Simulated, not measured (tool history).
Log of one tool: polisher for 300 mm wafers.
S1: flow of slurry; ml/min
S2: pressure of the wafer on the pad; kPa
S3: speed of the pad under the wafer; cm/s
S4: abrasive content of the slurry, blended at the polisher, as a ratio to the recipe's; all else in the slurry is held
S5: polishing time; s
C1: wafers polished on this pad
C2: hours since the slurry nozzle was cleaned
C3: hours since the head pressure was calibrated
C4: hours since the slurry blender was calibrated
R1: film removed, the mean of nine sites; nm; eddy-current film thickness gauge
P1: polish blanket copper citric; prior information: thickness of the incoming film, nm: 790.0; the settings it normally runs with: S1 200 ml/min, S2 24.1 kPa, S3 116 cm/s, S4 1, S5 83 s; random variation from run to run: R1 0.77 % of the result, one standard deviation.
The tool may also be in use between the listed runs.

Run 1, hour 9.9: S1 200 ml/min, S2 24.1 kPa, S3 116 cm/s, S4 1, S5 83 s; C1 367; C2 291.7; C3 543.8; C4 395.3. Result: R1 273.87 nm.
Run 2, hour 14.4: S1 200 ml/min, S2 15.9 kPa, S3 116 cm/s, S4 1, S5 83 s; C1 398; C2 296.2; C3 548.3; C4 399.8. Result: R1 182.52 nm.
Run 3, hour 24.3: S1 200 ml/min, S2 24.1 kPa, S3 60 cm/s, S4 1, S5 83 s; C1 467; C2 306.1; C3 558.2; C4 409.7. Result: R1 146.26 nm.
Run 4, hour 31.7: S1 200 ml/min, S2 24.1 kPa, S3 116 cm/s, S4 1, S5 83 s; C1 519; C2 313.5; C3 565.6; C4 417.1. Result: R1 278.04 nm.
Run 5, hour 39: S1 200 ml/min, S2 24.1 kPa, S3 116 cm/s, S4 1, S5 83 s; C1 570; C2 320.8; C3 572.9; C4 424.4. Result: R1 275.39 nm.
Run 6, hour 48.2: S1 295 ml/min, S2 24.1 kPa, S3 116 cm/s, S4 1, S5 83 s; C1 634; C2 330; C3 582.1; C4 433.6. Result: R1 290.36 nm.
Run 7, hour 55.1: S1 200 ml/min, S2 24.1 kPa, S3 116 cm/s, S4 1, S5 83 s; C1 682; C2 336.9; C3 589; C4 440.5. Result: R1 277.97 nm.
Run 8, hour 60.1: S1 200 ml/min, S2 24.1 kPa, S3 156 cm/s, S4 1, S5 83 s; C1 717; C2 341.9; C3 594; C4 445.5. Result: R1 370.3 nm.
Run 9, hour 66.5: S1 200 ml/min, S2 24.1 kPa, S3 116 cm/s, S4 1, S5 83 s; C1 762; C2 348.3; C3 600.4; C4 451.9. Result: R1 277.4 nm.
Run 10, hour 75.7: S1 200 ml/min, S2 11 kPa, S3 116 cm/s, S4 1.45, S5 83 s; C1 826; C2 357.5; C3 609.6; C4 461.1. Result: R1 140.09 nm.
Run 11, hour 82.9: S1 200 ml/min, S2 24.1 kPa, S3 116 cm/s, S4 1, S5 44 s; C1 876; C2 364.7; C3 616.8; C4 468.3. Result: R1 146.72 nm.
Run 12, hour 88.5: S1 200 ml/min, S2 24.1 kPa, S3 116 cm/s, S4 1, S5 120 s; C1 915; C2 370.3; C3 622.4; C4 473.9. Result: R1 394.49 nm.
At hour 93.5: slurry nozzle cleaned.
Run 13, hour 97.3: S1 200 ml/min, S2 33.8 kPa, S3 116 cm/s, S4 1, S5 83 s; C1 977; C2 3.9; C3 631.2; C4 482.7. Result: R1 386.12 nm.
Run 14, hour 103.6: S1 200 ml/min, S2 24.1 kPa, S3 116 cm/s, S4 1.3, S5 83 s; C1 1021; C2 10.2; C3 637.5; C4 489. Result: R1 294.58 nm.
Run 15, hour 109.7: S1 200 ml/min, S2 24.1 kPa, S3 116 cm/s, S4 1, S5 83 s; C1 1063; C2 16.3; C3 643.6; C4 495.1. Result: R1 278.85 nm.
At hour 111: head pressure recalibrated.
Run 16, hour 118.1: S1 120 ml/min, S2 24.1 kPa, S3 116 cm/s, S4 1, S5 83 s; C1 1122; C2 24.7; C3 7.1; C4 503.5. Result: R1 254.49 nm.
Run 17, hour 124.8: S1 200 ml/min, S2 24.1 kPa, S3 116 cm/s, S4 0.65, S5 83 s; C1 1169; C2 31.4; C3 13.8; C4 510.2. Result: R1 256.05 nm.
Run 18, hour 134.3: S1 200 ml/min, S2 24.1 kPa, S3 116 cm/s, S4 1, S5 83 s; C1 1235; C2 40.9; C3 23.3; C4 519.7. Result: R1 274.55 nm.
Run 19, hour 140.5: S1 200 ml/min, S2 24.1 kPa, S3 116 cm/s, S4 1, S5 83 s; C1 1278; C2 47.1; C3 29.5; C4 525.9. Result: R1 276.74 nm.
Run 20, hour 146.9: S1 200 ml/min, S2 24.1 kPa, S3 116 cm/s, S4 1, S5 83 s; C1 1323; C2 53.5; C3 35.9; C4 532.3. Result: R1 270.21 nm.
Run 21, hour 154: S1 200 ml/min, S2 24.1 kPa, S3 116 cm/s, S4 1, S5 83 s; C1 1373; C2 60.6; C3 43; C4 539.4. Result: R1 265.77 nm.
Run 22, hour 159: S1 200 ml/min, S2 24.1 kPa, S3 116 cm/s, S4 1, S5 83 s; C1 1408; C2 65.6; C3 48; C4 544.4. Result: R1 261.51 nm.
Run 23, hour 167: S1 200 ml/min, S2 24.1 kPa, S3 116 cm/s, S4 1, S5 83 s; C1 1463; C2 73.6; C3 56; C4 552.4. Result: R1 262.34 nm.
At hour 171: slurry blender recalibrated.
Run 24, hour 173.9: S1 200 ml/min, S2 24.1 kPa, S3 116 cm/s, S4 1, S5 83 s; C1 1512; C2 80.5; C3 62.9; C4 2.9. Result: R1 258.92 nm.
Run 25, hour 184: S1 200 ml/min, S2 24.1 kPa, S3 116 cm/s, S4 1, S5 83 s; C1 1582; C2 90.6; C3 73; C4 13. Result: R1 259.02 nm.
At hour 185.6: head pressure recalibrated.
Run 26, hour 189.9: S1 200 ml/min, S2 24.1 kPa, S3 116 cm/s, S4 1, S5 83 s; C1 1623; C2 96.5; C3 4.3; C4 18.9. Result: R1 255.55 nm.

The next listed run, before its measurement:
Run 27, hour 197.7: S1 200 ml/min, S2 24.1 kPa, S3 116 cm/s, S4 1, S5 83 s; C1 1678; C2 104.3; C3 12.1; C4 26.7. Result: R1 ?.

{"run 27": {"R1": 256.25}}
